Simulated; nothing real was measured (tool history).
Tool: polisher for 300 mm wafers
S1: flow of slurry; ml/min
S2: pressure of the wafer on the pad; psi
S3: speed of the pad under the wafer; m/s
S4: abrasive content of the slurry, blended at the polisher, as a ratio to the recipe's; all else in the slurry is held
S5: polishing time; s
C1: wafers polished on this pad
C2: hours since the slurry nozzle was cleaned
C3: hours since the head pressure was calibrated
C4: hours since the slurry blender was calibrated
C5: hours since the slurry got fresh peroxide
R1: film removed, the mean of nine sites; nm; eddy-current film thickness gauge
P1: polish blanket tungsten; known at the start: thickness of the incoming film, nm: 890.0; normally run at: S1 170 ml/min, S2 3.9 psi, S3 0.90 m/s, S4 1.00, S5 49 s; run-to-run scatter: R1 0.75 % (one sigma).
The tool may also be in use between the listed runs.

Run 1, hour 5.9: S1 170 ml/min, S2 3.9 psi, S3 0.90 m/s, S4 1.00, S5 49 s; C1 380; C2 114.0; C3 291.4; C4 287.8; C5 16.2. Result: R1 227.35 nm.
Run 2, hour 9.7: S1 235 ml/min, S2 3.9 psi, S3 0.90 m/s, S4 1.00, S5 49 s; C1 442; C2 117.8; C3 295.2; C4 291.6; C5 20.0. Result: R1 238.86 nm.
Run 3, hour 14.9: S1 170 ml/min, S2 3.9 psi, S3 1.18 m/s, S4 1.00, S5 49 s; C1 526; C2 123.0; C3 300.4; C4 296.8; C5 25.2. Result: R1 303.35 nm.
Run 4, hour 21.1: S1 170 ml/min, S2 3.9 psi, S3 0.90 m/s, S4 0.50, S5 49 s; C1 626; C2 129.2; C3 306.6; C4 303.0; C5 31.4. Result: R1 194.60 nm.
Run 5, hour 27.4: S1 170 ml/min, S2 3.9 psi, S3 0.90 m/s, S4 1.00, S5 49 s; C1 728; C2 135.5; C3 312.9; C4 309.3; C5 37.7. Result: R1 230.70 nm.
Run 6, hour 31.9: S1 110 ml/min, S2 3.9 psi, S3 0.90 m/s, S4 1.00, S5 49 s; C1 800; C2 140.0; C3 317.4; C4 313.8; C5 42.2. Result: R1 212.03 nm.
Run 7, hour 39.3: S1 170 ml/min, S2 3.9 psi, S3 0.90 m/s, S4 1.00, S5 49 s; C1 920; C2 147.4; C3 324.8; C4 321.2; C5 49.6. Result: R1 226.67 nm.
Run 8, hour 44.7: S1 115 ml/min, S2 5.8 psi, S3 0.90 m/s, S4 1.00, S5 49 s; C1 1007; C2 152.8; C3 330.2; C4 326.6; C5 55.0. Result: R1 315.78 nm.
Run 9, hour 50.7: S1 170 ml/min, S2 2.1 psi, S3 0.90 m/s, S4 0.75, S5 49 s; C1 1104; C2 158.8; C3 336.2; C4 332.6; C5 61.0. Result: R1 117.00 nm.
Run 10, hour 55.6: S1 170 ml/min, S2 1.9 psi, S3 0.90 m/s, S4 1.00, S5 49 s; C1 1183; C2 163.7; C3 341.1; C4 337.5; C5 65.9. Result: R1 113.11 nm.
Run 11, hour 60.1: S1 170 ml/min, S2 3.9 psi, S3 0.90 m/s, S4 1.40, S5 49 s; C1 1256; C2 168.2; C3 345.6; C4 342.0; C5 70.4. Result: R1 250.31 nm.
Run 12, hour 65.5: S1 170 ml/min, S2 5.4 psi, S3 0.90 m/s, S4 1.00, S5 36 s; C1 1343; C2 173.6; C3 351.0; C4 347.4; C5 75.8. Result: R1 232.61 nm.
Run 13, hour 72.1: S1 170 ml/min, S2 3.9 psi, S3 0.90 m/s, S4 1.00, S5 49 s; C1 1450; C2 180.2; C3 357.6; C4 354.0; C5 82.4. Result: R1 229.73 nm.
At hour 75.9: slurry tank refilled with fresh slurry and peroxide.
Run 14, hour 77.6: S1 170 ml/min, S2 3.9 psi, S3 0.90 m/s, S4 1.00, S5 49 s; C1 1539; C2 185.7; C3 363.1; C4 359.5; C5 1.7. Result: R1 229.38 nm.
Run 15, hour 81.1: S1 170 ml/min, S2 3.9 psi, S3 0.90 m/s, S4 1.00, S5 49 s; C1 1595; C2 189.2; C3 366.6; C4 363.0; C5 5.2. Result: R1 226.51 nm.
Run 16, hour 87.6: S1 170 ml/min, S2 3.9 psi, S3 0.90 m/s, S4 1.00, S5 22 s; C1 1700; C2 195.7; C3 373.1; C4 369.5; C5 11.7. Result: R1 102.70 nm.
Run 17, hour 93.8: S1 170 ml/min, S2 6.1 psi, S3 0.90 m/s, S4 1.00, S5 49 s; C1 1800; C2 201.9; C3 379.3; C4 375.7; C5 17.9. Result: R1 359.57 nm.
Run 18, hour 97.5: S1 170 ml/min, S2 3.9 psi, S3 0.90 m/s, S4 1.00, S5 49 s; C1 1860; C2 205.6; C3 383.0; C4 379.4; C5 21.6. Result: R1 227.88 nm.
Run 19, hour 101.2: S1 170 ml/min, S2 3.9 psi, S3 0.90 m/s, S4 1.00, S5 75 s; C1 1920; C2 209.3; C3 386.7; C4 383.1; C5 25.3. Result: R1 345.63 nm.
Run 20, hour 105.8: S1 170 ml/min, S2 3.9 psi, S3 0.40 m/s, S4 1.00, S5 49 s; C1 1994; C2 213.9; C3 391.3; C4 387.7; C5 29.9. Result: R1 101.63 nm.
Run 21, hour 112.7: S1 170 ml/min, S2 3.9 psi, S3 0.90 m/s, S4 1.00, S5 49 s; C1 2106; C2 220.8; C3 398.2; C4 394.6; C5 36.8. Result: R1 228.30 nm.
Run 22, hour 118.0: S1 170 ml/min, S2 3.9 psi, S3 0.90 m/s, S4 1.00, S5 49 s; C1 2191; C2 226.1; C3 403.5; C4 399.9; C5 42.1. Result: R1 221.93 nm.
Run 23, hour 121.7: S1 170 ml/min, S2 3.9 psi, S3 0.90 m/s, S4 1.00, S5 49 s; C1 2251; C2 229.8; C3 407.2; C4 403.6; C5 45.8. Result: R1 217.70 nm.
Run 24, hour 127.6: S1 170 ml/min, S2 3.9 psi, S3 0.90 m/s, S4 1.00, S5 49 s; C1 2347; C2 235.7; C3 413.1; C4 409.5; C5 51.7. Result: R1 213.91 nm.
Run 25, hour 134.9: S1 170 ml/min, S2 3.9 psi, S3 0.90 m/s, S4 1.00, S5 49 s; C1 2464; C2 243.0; C3 420.4; C4 416.8; C5 59.0. Result: R1 209.58 nm.
At hour 137.4: slurry tank refilled with fresh slurry and peroxide.
At hour 138.9: slurry blender recalibrated.
At hour 140.1: worn pad replaced by a new one.
Run 26, hour 141.9: S1 170 ml/min, S2 3.9 psi, S3 0.90 m/s, S4 1.00, S5 49 s; C1 29; C2 250.0; C3 427.4; C4 3.1; C5 4.5. Result: R1 208.97 nm.
Run 27, hour 148.9: S1 170 ml/min, S2 3.9 psi, S3 0.90 m/s, S4 1.00, S5 49 s; C1 142; C2 257.0; C3 434.4; C4 10.1; C5 11.5. Result: R1 208.72 nm.
Run 28, hour 154.9: S1 170 ml/min, S2 3.9 psi, S3 0.90 m/s, S4 1.00, S5 49 s; C1 239; C2 263.0; C3 440.4; C4 16.1; C5 17.5. Result: R1 210.30 nm.
Run 29, hour 159.4: S1 170 ml/min, S2 3.9 psi, S3 0.90 m/s, S4 1.00, S5 49 s; C1 311; C2 267.5; C3 444.9; C4 20.6; C5 22.0. Result: R1 208.56 nm.

What P1 gives has crept away from where it was. These 2 causes fit the log equally well, each at the size given:
A: head's pressure below its setpoint, % = 9
B: slurry flow missing at the pad, % = 38.5
The creep began at about hour 112.7.
Why every other cause is out:
removal rate lost through wear of the pad, %: serviced at hour 140.1, which brought nothing back
abrasive missing from the slurry, %: serviced at hour 138.9, which brought nothing back
peroxide lost from the slurry, %: serviced at hour 137.4, which brought nothing back

4 check runs are offered, each on 2 wafers whose results are averaged, their results left as question marks. Which one tells the causes apart?
Run check 1, hour 163.9: S1 170 ml/min, S2 3.9 psi, S3 0.90 m/s, S4 1.30, S5 49 s. Result: R1 ?.
Run check 2, hour 163.9: S1 170 ml/min, S2 3.9 psi, S3 0.40 m/s, S4 1.00, S5 69 s. Result: R1 ?.
Run check 3, hour 163.9: S1 170 ml/min, S2 3.9 psi, S3 0.90 m/s, S4 1.00, S5 32 s. Result: R1 ?.
Run check 4, hour 163.9: S1 110 ml/min, S2 3.9 psi, S3 0.90 m/s, S4 0.55, S5 49 s. Result: R1 ?.

What each check would give under each cause:
  check  result    if A    if B
check 1      R1  222.10  222.13
check 2      R1  130.54  130.55
check 3      R1  136.21  136.23
check 4      R1  167.47  160.24
How far apart the two closest causes lie, in the result that separates them most: check 1 0.01 %; check 2 0.01 %; check 3 0.01 %; check 4 4.41 %
Only check 4 tells the causes apart: in the others they would give nearly the same result.

Then check 4 was run and gave: R1 167.11 nm. Which cause is it?

It is A: head's pressure below its setpoint, %.
